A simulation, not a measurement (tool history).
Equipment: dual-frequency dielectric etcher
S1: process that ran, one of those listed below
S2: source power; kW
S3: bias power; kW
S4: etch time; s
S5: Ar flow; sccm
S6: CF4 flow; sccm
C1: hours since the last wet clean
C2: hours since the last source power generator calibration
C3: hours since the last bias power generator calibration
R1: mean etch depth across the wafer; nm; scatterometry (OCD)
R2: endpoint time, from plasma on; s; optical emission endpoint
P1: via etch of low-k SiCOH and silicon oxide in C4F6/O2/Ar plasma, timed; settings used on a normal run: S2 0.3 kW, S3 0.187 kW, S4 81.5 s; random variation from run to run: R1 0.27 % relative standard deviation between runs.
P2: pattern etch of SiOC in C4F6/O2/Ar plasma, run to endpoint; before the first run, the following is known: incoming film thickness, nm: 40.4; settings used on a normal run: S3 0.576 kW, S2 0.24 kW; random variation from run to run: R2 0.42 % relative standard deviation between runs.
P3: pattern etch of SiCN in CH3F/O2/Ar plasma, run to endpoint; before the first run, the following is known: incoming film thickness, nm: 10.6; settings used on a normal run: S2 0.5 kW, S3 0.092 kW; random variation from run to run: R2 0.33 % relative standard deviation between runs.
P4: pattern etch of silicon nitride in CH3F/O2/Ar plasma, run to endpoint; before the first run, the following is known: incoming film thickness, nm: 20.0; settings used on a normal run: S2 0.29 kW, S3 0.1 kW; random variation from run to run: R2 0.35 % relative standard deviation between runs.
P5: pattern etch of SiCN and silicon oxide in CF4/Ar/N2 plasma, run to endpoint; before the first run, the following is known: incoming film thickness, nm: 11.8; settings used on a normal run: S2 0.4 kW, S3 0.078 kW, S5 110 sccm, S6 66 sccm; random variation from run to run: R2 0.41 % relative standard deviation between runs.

Run 1, hour 17.1: S1 P1, S2 0.3 kW, S3 0.187 kW, S4 81.5 s; C1 425.1; C2 2448.9; C3 891.8. Result: R1 206.44 nm.
Run 2, hour 32.9: S1 P5, S2 0.4 kW, S3 0.078 kW, S5 110 sccm, S6 84 sccm; C1 440.9; C2 2464.7; C3 907.6. Result: R2 14.602 s.
Run 3, hour 49.1: S1 P5, S2 0.4 kW, S3 0.047 kW, S5 110 sccm, S6 66 sccm; C1 457.1; C2 2480.9; C3 923.8. Result: R2 17.809 s.
Run 4, hour 66.7: S1 P2, S2 0.24 kW, S3 0.576 kW; C1 474.7; C2 2498.5; C3 941.4. Result: R2 15.717 s.
Run 5, hour 77.2: S1 P1, S2 0.3 kW, S3 0.187 kW, S4 81.5 s; C1 485.2; C2 2509; C3 951.9. Result: R1 207.11 nm.
Run 6, hour 94: S1 P1, S2 0.3 kW, S3 0.187 kW, S4 81.5 s; C1 502; C2 2525.8; C3 968.7. Result: R1 206.52 nm.
Run 7, hour 111: S1 P2, S2 0.16 kW, S3 0.576 kW; C1 519; C2 2542.8; C3 985.7. Result: R2 18.295 s.
Run 8, hour 120.2: S1 P1, S2 0.3 kW, S3 0.187 kW, S4 81.5 s; C1 528.2; C2 2552; C3 994.9. Result: R1 206.38 nm.
Run 9, hour 130.7: S1 P1, S2 0.19 kW, S3 0.232 kW, S4 81.5 s; C1 538.7; C2 2562.5; C3 1005.4. Result: R1 187.61 nm.
Run 10, hour 148.3: S1 P3, S2 0.5 kW, S3 0.126 kW; C1 556.3; C2 2580.1; C3 1023. Result: R2 21.678 s.
Run 11, hour 159.8: S1 P5, S2 0.4 kW, S3 0.078 kW, S5 147 sccm, S6 66 sccm; C1 567.8; C2 2591.6; C3 1034.5. Result: R2 15.816 s.
Run 12, hour 170.5: S1 P1, S2 0.3 kW, S3 0.13 kW, S4 81.5 s; C1 578.5; C2 2602.3; C3 1045.2. Result: R1 185.01 nm.
Run 13, hour 182.3: S1 P1, S2 0.3 kW, S3 0.187 kW, S4 62 s; C1 590.3; C2 2614.1; C3 1057. Result: R1 157.44 nm.
Run 14, hour 199.4: S1 P5, S2 0.4 kW, S3 0.078 kW, S5 110 sccm, S6 66 sccm; C1 607.4; C2 2631.2; C3 1074.1. Result: R2 15.122 s.
Run 15, hour 207.3: S1 P1, S2 0.42 kW, S3 0.187 kW, S4 55 s; C1 615.3; C2 2639.1; C3 1082. Result: R1 159.06 nm.
Run 16, hour 217.3: S1 P5, S2 0.55 kW, S3 0.078 kW, S5 110 sccm, S6 66 sccm; C1 625.3; C2 2649.1; C3 1092. Result: R2 11.441 s.
Run 17, hour 230: S1 P1, S2 0.3 kW, S3 0.187 kW, S4 116 s; C1 638; C2 2661.8; C3 1104.7. Result: R1 295.82 nm.
Run 18, hour 241.5: S1 P3, S2 0.7 kW, S3 0.092 kW; C1 649.5; C2 2673.3; C3 1116.2. Result: R2 21.455 s.
Run 19, hour 255.6: S1 P1, S2 0.3 kW, S3 0.255 kW, S4 81.5 s; C1 663.6; C2 2687.4; C3 1130.3. Result: R1 229.81 nm.
Run 20, hour 273.7: S1 P4, S2 0.41 kW, S3 0.1 kW; C1 681.7; C2 2705.5; C3 1148.4. Result: R2 25.648 s.
Run 21, hour 290.3: S1 P1, S2 0.3 kW, S3 0.187 kW, S4 81.5 s; C1 698.3; C2 2722.1; C3 1165. Result: R1 207.21 nm.
Run 22, hour 304.7: S1 P2, S2 0.24 kW, S3 0.343 kW; C1 712.7; C2 2736.5; C3 1179.4. Result: R2 19.214 s.
Run 23, hour 313.2: S1 P1, S2 0.22 kW, S3 0.187 kW, S4 81.5 s; C1 721.2; C2 2745; C3 1187.9. Result: R1 183.61 nm.
Run 24, hour 321.3: S1 P4, S2 0.29 kW, S3 0.125 kW; C1 729.3; C2 2753.1; C3 1196. Result: R2 26.728 s.
Run 25, hour 333.7: S1 P4, S2 0.29 kW, S3 0.1 kW; C1 741.7; C2 2765.5; C3 1208.4. Result: R2 29.116 s.
Run 26, hour 351.3: S1 P1, S2 0.38 kW, S3 0.187 kW, S4 81.5 s; C1 759.3; C2 2783.1; C3 1226. Result: R1 227.05 nm.
Run 27, hour 359.6: S1 P3, S2 0.5 kW, S3 0.092 kW; C1 767.6; C2 2791.4; C3 1234.3. Result: R2 24.452 s.
Run 28, hour 368.8: S1 P1, S2 0.3 kW, S3 0.187 kW, S4 81.5 s; C1 776.8; C2 2800.6; C3 1243.5. Result: R1 207.09 nm.
Run 29, hour 377.9: S1 P1, S2 0.3 kW, S3 0.187 kW, S4 81.5 s; C1 785.9; C2 2809.7; C3 1252.6. Result: R1 206.83 nm.
Run 30, hour 386: S1 P5, S2 0.4 kW, S3 0.078 kW, S5 110 sccm, S6 66 sccm; C1 794; C2 2817.8; C3 1260.7. Result: R2 15.044 s.
Run 31, hour 404.1: S1 P1, S2 0.3 kW, S3 0.187 kW, S4 81.5 s; C1 812.1; C2 2835.9; C3 1278.8. Result: R1 206.49 nm.
Run 32, hour 413.9: S1 P1, S2 0.3 kW, S3 0.187 kW, S4 81.5 s; C1 821.9; C2 2845.7; C3 1288.6. Result: R1 208.32 nm.
Run 33, hour 423.1: S1 P1, S2 0.3 kW, S3 0.187 kW, S4 81.5 s; C1 831.1; C2 2854.9; C3 1297.8. Result: R1 208.2 nm.
Run 34, hour 437.4: S1 P1, S2 0.3 kW, S3 0.187 kW, S4 81.5 s; C1 845.4; C2 2869.2; C3 1312.1. Result: R1 209.42 nm.
At hour 442.6: wet clean of the chamber.
Run 35, hour 446.8: S1 P1, S2 0.3 kW, S3 0.187 kW, S4 81.5 s; C1 4.3; C2 2878.6; C3 1321.5. Result: R1 209.7 nm.
Run 36, hour 459.7: S1 P1, S2 0.3 kW, S3 0.187 kW, S4 81.5 s; C1 17.2; C2 2891.5; C3 1334.4. Result: R1 209.99 nm.
Run 37, hour 472.8: S1 P1, S2 0.3 kW, S3 0.187 kW, S4 81.5 s; C1 30.3; C2 2904.6; C3 1347.5. Result: R1 210.32 nm.
Run 38, hour 489.3: S1 P1, S2 0.3 kW, S3 0.187 kW, S4 81.5 s; C1 46.8; C2 2921.1; C3 1364. Result: R1 210.83 nm.
Run 39, hour 501.2: S1 P1, S2 0.3 kW, S3 0.187 kW, S4 81.5 s; C1 58.7; C2 2933; C3 1375.9. Result: R1 209.96 nm.

What P1 gives has crept off from where it sat before. The 2 causes that follow fit the log equally well, each at the size noted:
A: source power that arrives over what is set, % = 4.07
B: bias power that arrives over what is set, % = 4.83
The creep began at about hour 404.1.
The rest of the possible causes, and what rules out each one:
chamber walls in a state that raises the etch rate, %: work on it at hour 442.6, done after the drift set in, did not restore what the process gave before

Which of the 4 check runs listed below, each an average over 2 wafers with its results shown as question marks, gives clearly different results under the different listed causes?
Run check 1, hour 513.1: S1 P3, S2 0.69 kW, S3 0.117 kW. Result: R2 ?.
Run check 2, hour 513.1: S1 P4, S2 0.39 kW, S3 0.1 kW. Result: R2 ?.
Run check 3, hour 513.1: S1 P2, S2 0.18 kW, S3 0.347 kW. Result: R2 ?.
Run check 4, hour 513.1: S1 P5, S2 0.53 kW, S3 0.048 kW, S5 110 sccm, S6 66 sccm. Result: R2 ?.

Check results expected under each cause:
  check  result    if A    if B
check 1      R2  19.496  19.437
check 2      R2  25.645   25.58
check 3      R2  20.877  20.822
check 4      R2  13.391  13.673
How far apart the two closest causes lie, in the result that separates them most: check 1 0.3 %; check 2 0.26 %; check 3 0.27 %; check 4 2.09 %
Only check 4 tells the causes apart: in the others they would give nearly the same result.

After running check 4, the following was obtained: R2 13.682 s. Which cause does this point to?

B is the cause: bias power that arrives over what is set, %.

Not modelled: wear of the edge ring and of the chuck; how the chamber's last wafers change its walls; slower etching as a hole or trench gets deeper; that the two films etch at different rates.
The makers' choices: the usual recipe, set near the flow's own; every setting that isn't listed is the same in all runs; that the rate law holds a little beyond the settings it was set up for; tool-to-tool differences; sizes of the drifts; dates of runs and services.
